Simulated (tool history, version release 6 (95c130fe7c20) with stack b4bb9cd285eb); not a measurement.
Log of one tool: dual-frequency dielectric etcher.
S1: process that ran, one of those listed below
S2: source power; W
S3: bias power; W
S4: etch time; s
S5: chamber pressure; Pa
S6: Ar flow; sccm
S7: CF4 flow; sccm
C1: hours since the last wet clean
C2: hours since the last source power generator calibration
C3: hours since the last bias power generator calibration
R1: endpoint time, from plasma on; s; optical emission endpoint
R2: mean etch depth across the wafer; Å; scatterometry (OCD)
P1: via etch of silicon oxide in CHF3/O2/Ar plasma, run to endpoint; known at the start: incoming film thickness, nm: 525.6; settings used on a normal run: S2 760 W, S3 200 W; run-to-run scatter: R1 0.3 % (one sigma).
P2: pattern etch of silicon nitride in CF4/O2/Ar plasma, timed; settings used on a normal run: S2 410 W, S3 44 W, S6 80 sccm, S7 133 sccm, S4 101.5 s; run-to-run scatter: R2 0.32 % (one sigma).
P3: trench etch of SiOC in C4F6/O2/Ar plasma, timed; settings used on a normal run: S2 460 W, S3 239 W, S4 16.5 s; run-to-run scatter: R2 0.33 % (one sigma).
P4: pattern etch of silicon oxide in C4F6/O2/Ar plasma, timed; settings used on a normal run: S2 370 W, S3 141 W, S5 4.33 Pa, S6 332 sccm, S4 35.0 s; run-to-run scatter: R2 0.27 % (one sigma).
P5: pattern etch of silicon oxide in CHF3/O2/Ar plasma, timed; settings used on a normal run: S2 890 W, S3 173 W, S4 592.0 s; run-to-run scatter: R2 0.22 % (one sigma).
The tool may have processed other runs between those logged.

run 1 hour=7.9 | S1=P1 S2=760 S3=200 | C1=273.2 C2=1258.2 C3=1187.1 | R1=235.99
run 2 hour=17.0 | S1=P3 S2=460 S3=239 S4=24.5 | C1=282.3 C2=1267.3 C3=1196.2 | R2=601.09
run 3 hour=24.6 | S1=P4 S2=370 S3=141 S4=25.5 S5=4.33 S6=332 | C1=289.9 C2=1274.9 C3=1203.8 | R2=694.53
run 4 hour=31.5 | S1=P1 S2=760 S3=253 | C1=296.8 C2=1281.8 C3=1210.7 | R1=215.76
run 5 hour=41.8 | S1=P5 S2=890 S3=232 S4=592.0 | C1=307.1 C2=1292.1 C3=1221.0 | R2=14731.00
run 6 hour=50.8 | S1=P1 S2=540 S3=200 | C1=316.1 C2=1301.1 C3=1230.0 | R1=268.53
run 7 hour=55.8 | S1=P5 S2=890 S3=173 S4=592.0 | C1=321.1 C2=1306.1 C3=1235.0 | R2=13297.00
run 8 hour=62.5 | S1=P1 S2=760 S3=200 | C1=327.8 C2=1312.8 C3=1241.7 | R1=234.09
run 9 hour=72.5 | S1=P1 S2=760 S3=200 | C1=337.8 C2=1322.8 C3=1251.7 | R1=234.94
run 10 hour=82.2 | S1=P4 S2=370 S3=141 S4=35.0 S5=4.33 S6=435 | C1=347.5 C2=1332.5 C3=1261.4 | R2=926.75
run 11 hour=87.5 | S1=P2 S2=410 S3=44 S4=101.5 S6=80 S7=133 | C1=352.8 C2=1337.8 C3=1266.7 | R2=1653.10
run 12 hour=96.5 | S1=P2 S2=410 S3=44 S4=56.0 S6=80 S7=133 | C1=361.8 C2=1346.8 C3=1275.7 | R2=915.51
run 13 hour=103.8 | S1=P1 S2=760 S3=200 | C1=369.1 C2=1354.1 C3=1283.0 | R1=235.11
run 14 hour=114.6 | S1=P3 S2=600 S3=239 S4=16.5 | C1=379.9 C2=1364.9 C3=1293.8 | R2=447.96
run 15 hour=122.7 | S1=P1 S2=910 S3=167 | C1=388.0 C2=1373.0 C3=1301.9 | R1=233.62
run 16 hour=131.4 | S1=P2 S2=560 S3=44 S4=101.5 S6=80 S7=133 | C1=396.7 C2=1381.7 C3=1310.6 | R2=2201.10
run 17 hour=141.8 | S1=P4 S2=370 S3=141 S4=35.0 S5=4.33 S6=332 | C1=407.1 C2=1392.1 C3=1321.0 | R2=951.50
run 18 hour=149.1 | S1=P5 S2=1050 S3=173 S4=592.0 | C1=414.4 C2=1399.4 C3=1328.3 | R2=14212.00
run 19 hour=159.0 | S1=P2 S2=410 S3=60 S4=101.5 S6=80 S7=133 | C1=424.3 C2=1409.3 C3=1338.2 | R2=1865.40
run 20 hour=169.5 | S1=P2 S2=410 S3=44 S4=101.5 S6=80 S7=133 | C1=434.8 C2=1419.8 C3=1348.7 | R2=1674.60
run 21 hour=178.0 | S1=P1 S2=590 S3=127 | C1=443.3 C2=1428.3 C3=1357.2 | R1=299.98
run 22 hour=187.9 | S1=P3 S2=460 S3=158 S4=16.5 | C1=453.2 C2=1438.2 C3=1367.1 | R2=354.40
run 23 hour=194.9 | S1=P3 S2=460 S3=239 S4=16.5 | C1=460.2 C2=1445.2 C3=1374.1 | R2=403.56

For run 24, what comes out?
run 24 hour=201.3 | S1=P4 S2=370 S3=141 S4=35.0 S5=5.20 S6=332 | C1=466.6 C2=1451.6 C3=1380.5 | R2=?

Run 24 produced R2 933.18 Å.
